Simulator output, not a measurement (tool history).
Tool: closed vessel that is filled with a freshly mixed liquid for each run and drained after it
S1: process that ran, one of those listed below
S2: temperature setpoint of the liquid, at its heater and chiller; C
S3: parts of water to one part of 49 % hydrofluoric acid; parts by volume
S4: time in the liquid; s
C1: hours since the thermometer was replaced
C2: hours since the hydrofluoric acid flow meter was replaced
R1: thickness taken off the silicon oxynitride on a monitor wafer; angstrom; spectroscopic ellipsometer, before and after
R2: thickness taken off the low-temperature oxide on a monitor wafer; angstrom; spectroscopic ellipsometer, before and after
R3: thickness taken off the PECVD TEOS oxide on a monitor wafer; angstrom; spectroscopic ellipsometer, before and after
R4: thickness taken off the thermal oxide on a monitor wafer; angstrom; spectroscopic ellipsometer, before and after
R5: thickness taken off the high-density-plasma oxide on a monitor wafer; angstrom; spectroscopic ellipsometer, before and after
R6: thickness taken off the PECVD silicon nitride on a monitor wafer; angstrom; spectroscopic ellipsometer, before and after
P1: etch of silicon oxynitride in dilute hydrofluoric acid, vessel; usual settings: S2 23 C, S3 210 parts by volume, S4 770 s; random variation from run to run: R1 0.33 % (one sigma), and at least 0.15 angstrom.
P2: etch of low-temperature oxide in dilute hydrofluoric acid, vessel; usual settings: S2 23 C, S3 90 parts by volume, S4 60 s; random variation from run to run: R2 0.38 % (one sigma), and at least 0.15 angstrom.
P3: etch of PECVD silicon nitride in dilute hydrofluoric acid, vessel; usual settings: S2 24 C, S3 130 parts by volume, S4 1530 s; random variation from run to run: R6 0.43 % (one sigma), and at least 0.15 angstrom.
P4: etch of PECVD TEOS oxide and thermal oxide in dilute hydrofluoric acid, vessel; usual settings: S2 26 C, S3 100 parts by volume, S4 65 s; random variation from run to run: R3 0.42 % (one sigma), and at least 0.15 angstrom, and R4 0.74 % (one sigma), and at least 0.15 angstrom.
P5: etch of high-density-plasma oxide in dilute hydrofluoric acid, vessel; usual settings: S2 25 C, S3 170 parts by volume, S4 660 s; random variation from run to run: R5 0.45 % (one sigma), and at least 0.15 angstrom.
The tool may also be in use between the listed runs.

{"run": 1, "hour": 11.5, "S1": "P1", "S2": 23, "S3": 210, "S4": 770, "C1": 1107.8, "C2": 1648.3, "R1": 156.2}
{"run": 2, "hour": 21.1, "S1": "P2", "S2": 23, "S3": 90, "S4": 60, "C1": 1117.4, "C2": 1657.9, "R2": 215.83}
{"run": 3, "hour": 32.5, "S1": "P2", "S2": 23, "S3": 140, "S4": 60, "C1": 1128.8, "C2": 1669.3, "R2": 131.32}
{"run": 4, "hour": 39.6, "S1": "P4", "S2": 26, "S3": 50, "S4": 65, "C1": 1135.9, "C2": 1676.4, "R3": 241.72, "R4": 73.318}
{"run": 5, "hour": 47.7, "S1": "P4", "S2": 20.5, "S3": 100, "S4": 65, "C1": 1144, "C2": 1684.5, "R3": 91.07, "R4": 27.994}
{"run": 6, "hour": 59.1, "S1": "P2", "S2": 23, "S3": 90, "S4": 105, "C1": 1155.4, "C2": 1695.9, "R2": 380.15}
{"run": 7, "hour": 65.6, "S1": "P1", "S2": 23, "S3": 210, "S4": 90, "C1": 1161.9, "C2": 1702.4, "R1": 18.072}
{"run": 8, "hour": 75.9, "S1": "P5", "S2": 29.5, "S3": 170, "S4": 660, "C1": 1172.2, "C2": 1712.7, "R5": 224.88}
{"run": 9, "hour": 84.9, "S1": "P1", "S2": 23, "S3": 210, "S4": 770, "C1": 1181.2, "C2": 1721.7, "R1": 155.83}
{"run": 10, "hour": 93.1, "S1": "P1", "S2": 23, "S3": 210, "S4": 770, "C1": 1189.4, "C2": 1729.9, "R1": 156.06}
{"run": 11, "hour": 101.3, "S1": "P1", "S2": 23, "S3": 295, "S4": 770, "C1": 1197.6, "C2": 1738.1, "R1": 104.15}
{"run": 12, "hour": 108.4, "S1": "P1", "S2": 23, "S3": 210, "S4": 770, "C1": 1204.7, "C2": 1745.2, "R1": 155.02}
{"run": 13, "hour": 121.9, "S1": "P1", "S2": 29.5, "S3": 210, "S4": 770, "C1": 1218.2, "C2": 1758.7, "R1": 207.59}
{"run": 14, "hour": 132.7, "S1": "P3", "S2": 24, "S3": 55, "S4": 1530, "C1": 1229, "C2": 1769.5, "R6": 701.82}
{"run": 15, "hour": 142.2, "S1": "P4", "S2": 26, "S3": 100, "S4": 30, "C1": 1238.5, "C2": 1779, "R3": 52.017, "R4": 15.856}
{"run": 16, "hour": 151.6, "S1": "P3", "S2": 24, "S3": 130, "S4": 685, "C1": 1247.9, "C2": 1788.4, "R6": 134.85}
{"run": 17, "hour": 158.8, "S1": "P5", "S2": 25, "S3": 170, "S4": 660, "C1": 1255.1, "C2": 1795.6, "R5": 190.88}
{"run": 18, "hour": 173.5, "S1": "P3", "S2": 32, "S3": 130, "S4": 1530, "C1": 1269.8, "C2": 1810.3, "R6": 498.49}
{"run": 19, "hour": 186.1, "S1": "P5", "S2": 25, "S3": 170, "S4": 260, "C1": 1282.4, "C2": 1822.9, "R5": 75.813}

Forecast run 20:
{"run": 20, "hour": 194.8, "S1": "P1", "S2": 18.5, "S3": 210, "S4": 770, "C1": 1291.1, "C2": 1831.6, "R1": "?"}

Run 20 gave R1 126.65 angstrom.
